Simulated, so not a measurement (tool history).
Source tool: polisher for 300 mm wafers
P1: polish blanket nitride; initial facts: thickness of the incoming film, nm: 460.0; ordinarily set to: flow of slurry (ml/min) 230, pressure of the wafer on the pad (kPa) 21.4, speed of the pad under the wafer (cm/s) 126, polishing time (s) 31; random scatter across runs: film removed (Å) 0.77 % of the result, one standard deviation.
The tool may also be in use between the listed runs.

run    day  flow of slurry (ml/min)  pressure of the wafer on the pad (kPa)  speed of the pad under the wafer (cm/s)  polishing time (s)  film removed (Å)
  1  0.417                      230                                    21.4                                      126                  31            513.19
  2  1.004                      230                                    21.4                                      190                  31            698.24
  3  1.571                      230                                    21.4                                      126                  31            505.52
  4    2.1                      230                                    21.4                                       56                  31            264.25
  5  2.612                      230                                    21.4                                      126                  16            264.75
  6  3.267                      140                                    21.4                                      126                  20            303.93
  7  3.917                      290                                    21.4                                      126                  31             519.8
  8  4.267                      230                                    21.4                                      126                  31            510.29
  9  4.988                      230                                    21.4                                      126                  31            502.61
 10  5.375                      230                                    21.4                                       84                  44            520.95
 11  5.929                      230                                    33.8                                      126                  31            784.56
 12  6.367                      230                                    21.4                                      126                  31            505.89
 13  7.054                      230                                      29                                       62                  31            386.29
 14  7.529                      230                                    21.4                                      126                  44            718.26

Predict the results of run 15:
 15  8.262                      140                                    21.4                                      126                  31                 ?

film removed (Å): 471.64
